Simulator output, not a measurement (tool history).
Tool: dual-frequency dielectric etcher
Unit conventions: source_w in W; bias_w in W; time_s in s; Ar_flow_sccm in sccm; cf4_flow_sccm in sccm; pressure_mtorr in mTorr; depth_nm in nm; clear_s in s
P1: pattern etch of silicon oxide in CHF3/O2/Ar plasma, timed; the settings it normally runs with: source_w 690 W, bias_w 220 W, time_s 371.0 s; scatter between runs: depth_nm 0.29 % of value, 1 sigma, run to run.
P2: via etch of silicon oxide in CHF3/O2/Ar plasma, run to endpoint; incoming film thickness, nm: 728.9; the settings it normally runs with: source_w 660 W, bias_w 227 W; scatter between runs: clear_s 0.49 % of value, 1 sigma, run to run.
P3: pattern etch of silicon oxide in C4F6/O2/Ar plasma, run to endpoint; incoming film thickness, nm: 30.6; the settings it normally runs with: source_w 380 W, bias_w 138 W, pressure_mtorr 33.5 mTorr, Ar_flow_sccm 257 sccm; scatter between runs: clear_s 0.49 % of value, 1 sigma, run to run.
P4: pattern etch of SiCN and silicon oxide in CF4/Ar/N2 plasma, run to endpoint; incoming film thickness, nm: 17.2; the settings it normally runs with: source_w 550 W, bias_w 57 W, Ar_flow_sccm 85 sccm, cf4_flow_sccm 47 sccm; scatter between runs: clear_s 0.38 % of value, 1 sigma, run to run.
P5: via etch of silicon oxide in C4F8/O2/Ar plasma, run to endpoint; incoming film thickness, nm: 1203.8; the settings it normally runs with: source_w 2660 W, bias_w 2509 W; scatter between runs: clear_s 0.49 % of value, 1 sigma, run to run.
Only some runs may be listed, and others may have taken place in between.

run     day  process  source_w  bias_w  time_s  Ar_flow_sccm  cf4_flow_sccm  pressure_mtorr  depth_nm   clear_s
  1   0.538       P1       690     220   371.0                                                 825.45
  2   1.254       P4       550      57                    85             47                             18.6150
  3   1.954       P1       690     220   371.0                                                 831.14
  4   2.483       P2       660     227                                                                 338.4400
  5   2.908       P1       690     139   371.0                                                 710.38
  6   3.462       P3       260     138                   257                           33.5             12.1520
  7   4.212       P2       470     227                                                                 380.7700
      4.388  -- wet clean of the chamber
  8   4.762       P4       550      75                    85             47                             16.9600
  9   5.167       P3       380     138                   209                           33.5             10.2710
 10   5.758       P5      2660    2509                                                                 194.9200
 11   6.167       P1       690     220   371.0                                                 822.13
 12   6.604       P1       690     220   371.0                                                 825.86
 13   7.121       P3       380     138                   257                           33.5             10.5270
 14   7.654       P1       460     220   224.5                                                 430.33
 15   8.329       P5      2660    1809                                                                 212.9700
 16   9.025       P3       380     182                   257                           33.5              9.6535
 17   9.446       P1       690     220   454.5                                                1011.90
 18  10.112       P1       930     220   371.0                                                 924.79
 19  10.850       P1       470     220   257.0                                                 498.12
 20  11.450       P3       380     138                   257                           42.0             10.8120
 21  11.804       P4       550      57                    85             36                             19.5270
 22  12.433       P5      1760    2509                                                                 228.4400
 23  12.804       P1       690     311   371.0                                                 939.96
 24  13.458       P1       480     220   371.0                                                 724.03
 25  14.138       P4       360      57                    85             47                             27.0310

For run 26, what comes out?
 26  14.662       P2       660     269                                                                       ?

Run 26 measured clear_s 316.1300 s.
